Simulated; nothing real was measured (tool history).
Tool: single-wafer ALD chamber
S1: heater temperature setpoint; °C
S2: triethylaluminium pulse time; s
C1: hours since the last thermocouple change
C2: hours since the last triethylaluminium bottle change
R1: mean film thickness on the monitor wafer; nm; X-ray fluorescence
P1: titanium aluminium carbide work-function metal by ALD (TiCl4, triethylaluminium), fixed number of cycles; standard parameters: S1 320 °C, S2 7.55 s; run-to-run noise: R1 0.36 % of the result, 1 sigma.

Run 1, hour 6.2: S1 320 °C, S2 7.55 s; C1 820.4; C2 569.4. Result: R1 2.0295 nm.
Run 2, hour 11.2: S1 320 °C, S2 3.00 s; C1 825.4; C2 574.4. Result: R1 1.4194 nm.
Run 3, hour 16.3: S1 320 °C, S2 7.55 s; C1 830.5; C2 579.5. Result: R1 2.0406 nm.
Run 4, hour 23.3: S1 299 °C, S2 7.55 s; C1 837.5; C2 586.5. Result: R1 1.8581 nm.
Run 5, hour 30.4: S1 342 °C, S2 7.55 s; C1 844.6; C2 593.6. Result: R1 2.2083 nm.
Run 6, hour 34.0: S1 320 °C, S2 11.08 s; C1 848.2; C2 597.2. Result: R1 2.1430 nm.
Run 7, hour 40.0: S1 320 °C, S2 7.55 s; C1 854.2; C2 603.2. Result: R1 2.0209 nm.
Run 8, hour 44.0: S1 302 °C, S2 5.19 s; C1 858.2; C2 607.2. Result: R1 1.6944 nm.
Run 9, hour 51.1: S1 299 °C, S2 4.21 s; C1 865.3; C2 614.3. Result: R1 1.5424 nm.
Run 10, hour 58.9: S1 320 °C, S2 7.55 s; C1 873.1; C2 622.1. Result: R1 2.0288 nm.
Run 11, hour 64.7: S1 320 °C, S2 7.55 s; C1 878.9; C2 627.9. Result: R1 2.0389 nm.
Run 12, hour 69.5: S1 320 °C, S2 7.55 s; C1 883.7; C2 632.7. Result: R1 2.0209 nm.
Run 13, hour 75.3: S1 320 °C, S2 7.55 s; C1 889.5; C2 638.5. Result: R1 2.0054 nm.
Run 14, hour 81.1: S1 320 °C, S2 7.55 s; C1 895.3; C2 644.3. Result: R1 1.9956 nm.
Run 15, hour 85.6: S1 320 °C, S2 7.55 s; C1 899.8; C2 648.8. Result: R1 1.9966 nm.
Run 16, hour 89.3: S1 320 °C, S2 7.55 s; C1 903.5; C2 652.5. Result: R1 1.9943 nm.
Run 17, hour 94.2: S1 320 °C, S2 7.55 s; C1 908.4; C2 657.4. Result: R1 1.9989 nm.
Run 18, hour 98.2: S1 320 °C, S2 7.55 s; C1 912.4; C2 661.4. Result: R1 1.9889 nm.
Run 19, hour 102.4: S1 320 °C, S2 7.55 s; C1 916.6; C2 665.6. Result: R1 2.0014 nm.
Run 20, hour 106.2: S1 320 °C, S2 7.55 s; C1 920.4; C2 669.4. Result: R1 1.9909 nm.
Run 21, hour 113.9: S1 320 °C, S2 7.55 s; C1 928.1; C2 677.1. Result: R1 1.9849 nm.

What P1 gives has crept away from where it was. These 2 causes fit the log equally well, each at the size given:
A: wafer temperature below the value expected at the setpoint (K) = 4.58
B: triethylaluminium dose below that of a fresh bottle (%) = 8.02
The drift started at roughly hour 64.7.

Consider the 4 check runs below, whose results appear as question marks and each of which averages 2 wafers. Which one distinguishes the causes, in that each cause would give it a clearly different result?
Run check 1, hour 121.6: S1 336 °C, S2 7.55 s. Result: R1 ?.
Run check 2, hour 121.6: S1 300 °C, S2 7.55 s. Result: R1 ?.
Run check 3, hour 121.6: S1 320 °C, S2 3.98 s. Result: R1 ?.
Run check 4, hour 121.6: S1 342 °C, S2 7.55 s. Result: R1 ?.

How each check would come out, cause by cause:
  check  result    if A    if B
check 1      R1  2.1264  2.1243
check 2      R1  1.8312  1.8336
check 3      R1  1.6077  1.5734
check 4      R1  2.1763  2.1735
Per-check spread between the two closest causes, in the result where they differ most: check 1 0.1 %; check 2 0.13 %; check 3 2.16 %; check 4 0.13 %
The causes can be told apart only by check 3. The other checks would give nearly the same results under each of them.

After running check 3, the following was obtained: R1 1.5735 nm. Which cause does this point to?

It was cause B: triethylaluminium dose below that of a fresh bottle (%).
